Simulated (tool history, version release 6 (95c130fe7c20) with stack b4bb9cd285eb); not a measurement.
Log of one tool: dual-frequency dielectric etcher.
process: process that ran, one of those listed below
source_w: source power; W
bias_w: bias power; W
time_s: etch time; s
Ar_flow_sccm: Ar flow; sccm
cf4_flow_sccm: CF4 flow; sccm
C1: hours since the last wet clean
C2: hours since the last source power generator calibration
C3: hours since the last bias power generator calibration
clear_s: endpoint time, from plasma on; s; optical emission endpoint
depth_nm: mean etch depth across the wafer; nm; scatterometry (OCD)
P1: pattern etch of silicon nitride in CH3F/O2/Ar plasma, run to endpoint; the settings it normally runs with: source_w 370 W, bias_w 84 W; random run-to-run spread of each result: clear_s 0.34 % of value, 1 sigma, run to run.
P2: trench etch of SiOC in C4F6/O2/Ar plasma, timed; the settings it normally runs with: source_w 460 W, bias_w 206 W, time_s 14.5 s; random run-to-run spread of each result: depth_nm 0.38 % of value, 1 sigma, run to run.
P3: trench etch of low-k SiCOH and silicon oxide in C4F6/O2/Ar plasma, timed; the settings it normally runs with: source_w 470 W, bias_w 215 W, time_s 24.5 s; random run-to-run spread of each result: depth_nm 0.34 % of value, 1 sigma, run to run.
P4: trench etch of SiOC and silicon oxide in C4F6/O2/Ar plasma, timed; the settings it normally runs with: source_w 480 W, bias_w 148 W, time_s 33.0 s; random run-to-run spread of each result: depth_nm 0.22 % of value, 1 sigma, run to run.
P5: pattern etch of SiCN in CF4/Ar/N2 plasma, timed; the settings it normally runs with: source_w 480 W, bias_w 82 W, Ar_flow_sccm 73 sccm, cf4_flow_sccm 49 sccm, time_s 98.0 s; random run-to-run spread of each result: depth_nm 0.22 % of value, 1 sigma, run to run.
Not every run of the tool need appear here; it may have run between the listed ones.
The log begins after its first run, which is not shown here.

run 2 day=0.617 | process=P4 source_w=480 bias_w=148 time_s=33.0 | C1=290.7 C2=902.2 C3=2277.1 | depth_nm=66.753
run 3 day=0.971 | process=P1 source_w=280 bias_w=84 | C1=299.2 C2=910.7 C3=2285.6 | clear_s=56.830
run 4 day=1.200 | process=P5 source_w=480 bias_w=62 time_s=98.0 Ar_flow_sccm=73 cf4_flow_sccm=49 | C1=304.7 C2=916.2 C3=2291.1 | depth_nm=82.049
run 5 day=1.592 | process=P5 source_w=360 bias_w=82 time_s=98.0 Ar_flow_sccm=73 cf4_flow_sccm=49 | C1=314.1 C2=925.6 C3=2300.5 | depth_nm=70.402
run 6 day=1.842 | process=P4 source_w=480 bias_w=148 time_s=33.0 | C1=320.1 C2=931.6 C3=2306.5 | depth_nm=66.432
run 7 day=2.121 | process=P1 source_w=370 bias_w=67 | C1=326.8 C2=938.3 C3=2313.2 | clear_s=55.812
run 8 day=2.433 | process=P5 source_w=480 bias_w=82 time_s=98.0 Ar_flow_sccm=73 cf4_flow_sccm=49 | C1=334.3 C2=945.8 C3=2320.7 | depth_nm=90.761
run 9 day=2.812 | process=P3 source_w=470 bias_w=215 time_s=35.0 | C1=343.4 C2=954.9 C3=2329.8 | depth_nm=122.840
run 10 day=3.217 | process=P1 source_w=370 bias_w=117 | C1=353.1 C2=964.6 C3=2339.5 | clear_s=46.027
run 11 day=3.529 | process=P5 source_w=480 bias_w=82 time_s=98.0 Ar_flow_sccm=73 cf4_flow_sccm=49 | C1=360.6 C2=972.1 C3=2347.0 | depth_nm=90.484
run 12 day=3.733 | process=P1 source_w=470 bias_w=84 | C1=365.5 C2=977.0 C3=2351.9 | clear_s=46.927
run 13 day=3.954 | process=P3 source_w=470 bias_w=215 time_s=24.5 | C1=370.8 C2=982.3 C3=2357.2 | depth_nm=86.417
run 14 day=4.325 | process=P5 source_w=480 bias_w=82 time_s=56.5 Ar_flow_sccm=73 cf4_flow_sccm=49 | C1=379.7 C2=991.2 C3=2366.1 | depth_nm=52.431
run 15 day=4.596 | process=P1 source_w=370 bias_w=84 | C1=386.2 C2=997.7 C3=2372.6 | clear_s=51.469
run 16 day=4.792 | process=P4 source_w=480 bias_w=104 time_s=33.0 | C1=390.9 C2=1002.4 C3=2377.3 | depth_nm=60.134
-- day=4.812 source power generator calibrated
run 17 day=5.188 | process=P3 source_w=470 bias_w=276 time_s=24.5 | C1=400.4 C2=9.1 C3=2386.8 | depth_nm=94.246
run 18 day=5.433 | process=P4 source_w=480 bias_w=148 time_s=46.0 | C1=406.3 C2=15.0 C3=2392.7 | depth_nm=92.914
run 19 day=5.725 | process=P2 source_w=460 bias_w=206 time_s=10.5 | C1=413.3 C2=22.0 C3=2399.7 | depth_nm=24.374
run 20 day=5.942 | process=P3 source_w=470 bias_w=215 time_s=24.5 | C1=418.5 C2=27.2 C3=2404.9 | depth_nm=86.050
run 21 day=6.221 | process=P1 source_w=370 bias_w=84 | C1=425.2 C2=33.9 C3=2411.6 | clear_s=52.004
run 22 day=6.425 | process=P2 source_w=460 bias_w=275 time_s=14.5 | C1=430.1 C2=38.8 C3=2416.5 | depth_nm=36.960
run 23 day=6.696 | process=P3 source_w=340 bias_w=215 time_s=24.5 | C1=436.6 C2=45.3 C3=2423.0 | depth_nm=75.785
run 24 day=7.033 | process=P2 source_w=460 bias_w=206 time_s=14.5 | C1=444.7 C2=53.4 C3=2431.1 | depth_nm=33.538

Predict the results of run 25:
run 25 day=7.267 | process=P2 source_w=360 bias_w=206 time_s=14.5 | C1=450.3 C2=59.0 C3=2436.7 | depth_nm=?

{"run 25": {"depth_nm": 30.689}}

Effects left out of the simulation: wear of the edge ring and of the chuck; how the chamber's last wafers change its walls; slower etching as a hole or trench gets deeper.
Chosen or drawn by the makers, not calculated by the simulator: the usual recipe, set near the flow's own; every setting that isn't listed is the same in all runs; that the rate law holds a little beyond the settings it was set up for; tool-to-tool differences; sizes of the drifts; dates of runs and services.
